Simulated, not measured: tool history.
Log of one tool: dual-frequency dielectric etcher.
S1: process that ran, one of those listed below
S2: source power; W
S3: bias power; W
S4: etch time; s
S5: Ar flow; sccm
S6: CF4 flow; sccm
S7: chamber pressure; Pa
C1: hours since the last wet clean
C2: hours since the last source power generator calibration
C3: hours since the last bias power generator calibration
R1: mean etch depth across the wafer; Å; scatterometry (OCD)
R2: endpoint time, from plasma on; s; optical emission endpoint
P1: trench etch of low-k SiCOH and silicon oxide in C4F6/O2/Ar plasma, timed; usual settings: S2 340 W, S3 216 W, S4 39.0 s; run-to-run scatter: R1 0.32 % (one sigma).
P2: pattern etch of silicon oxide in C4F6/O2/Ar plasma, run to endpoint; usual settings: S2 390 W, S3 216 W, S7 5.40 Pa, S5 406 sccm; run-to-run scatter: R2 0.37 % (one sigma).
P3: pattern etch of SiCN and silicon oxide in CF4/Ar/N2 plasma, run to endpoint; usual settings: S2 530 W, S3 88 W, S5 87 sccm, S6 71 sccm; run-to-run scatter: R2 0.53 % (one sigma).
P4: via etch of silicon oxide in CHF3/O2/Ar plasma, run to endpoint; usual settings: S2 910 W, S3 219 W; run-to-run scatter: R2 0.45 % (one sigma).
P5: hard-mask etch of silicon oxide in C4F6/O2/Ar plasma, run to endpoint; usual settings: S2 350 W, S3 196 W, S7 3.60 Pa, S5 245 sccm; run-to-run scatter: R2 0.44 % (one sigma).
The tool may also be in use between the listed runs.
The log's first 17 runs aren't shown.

{"run": 18, "hour": 268.0, "S1": "P3", "S2": 530, "S3": 88, "S5": 109, "S6": 71, "C1": 162.7, "C2": 1767.5, "C3": 2031.6, "R2": 12.63}
{"run": 19, "hour": 283.9, "S1": "P1", "S2": 410, "S3": 216, "S4": 39.0, "C1": 178.6, "C2": 1783.4, "C3": 2047.5, "R1": 1285.3}
{"run": 20, "hour": 295.5, "S1": "P1", "S2": 250, "S3": 216, "S4": 39.0, "C1": 190.2, "C2": 1795.0, "C3": 2059.1, "R1": 1065.1}
{"run": 21, "hour": 308.8, "S1": "P2", "S2": 290, "S3": 216, "S5": 406, "S7": 5.4, "C1": 203.5, "C2": 1808.3, "C3": 2072.4, "R2": 15.517}
{"run": 22, "hour": 325.8, "S1": "P3", "S2": 530, "S3": 88, "S5": 87, "S6": 71, "C1": 220.5, "C2": 1825.3, "C3": 2089.4, "R2": 12.195}
{"run": 23, "hour": 343.8, "S1": "P1", "S2": 340, "S3": 216, "S4": 39.0, "C1": 238.5, "C2": 1843.3, "C3": 2107.4, "R1": 1196.2}
{"run": 24, "hour": 362.6, "S1": "P5", "S2": 350, "S3": 196, "S5": 245, "S7": 4.93, "C1": 257.3, "C2": 1862.1, "C3": 2126.2, "R2": 83.669}
{"run": 25, "hour": 373.0, "S1": "P5", "S2": 350, "S3": 196, "S5": 305, "S7": 3.6, "C1": 267.7, "C2": 1872.5, "C3": 2136.6, "R2": 82.196}
{"run": 26, "hour": 386.7, "S1": "P2", "S2": 390, "S3": 128, "S5": 406, "S7": 5.4, "C1": 281.4, "C2": 1886.2, "C3": 2150.3, "R2": 16.21}
{"run": 27, "hour": 404.8, "S1": "P1", "S2": 340, "S3": 216, "S4": 39.0, "C1": 299.5, "C2": 1904.3, "C3": 2168.4, "R1": 1194.4}
{"run": 28, "hour": 423.9, "S1": "P4", "S2": 910, "S3": 219, "C1": 318.6, "C2": 1923.4, "C3": 2187.5, "R2": 210.12}
{"run": 29, "hour": 441.8, "S1": "P1", "S2": 340, "S3": 216, "S4": 27.5, "C1": 336.5, "C2": 1941.3, "C3": 2205.4, "R1": 836.0}
{"run": 30, "hour": 455.4, "S1": "P3", "S2": 700, "S3": 88, "S5": 87, "S6": 71, "C1": 350.1, "C2": 1954.9, "C3": 2219.0, "R2": 9.4903}

Run 31 comes next. What will it give?
{"run": 31, "hour": 473.2, "S1": "P5", "S2": 250, "S3": 196, "S5": 245, "S7": 3.6, "C1": 367.9, "C2": 1972.7, "C3": 2236.8, "R2": "?"}

Run 31 gave R2 91.3930 s.
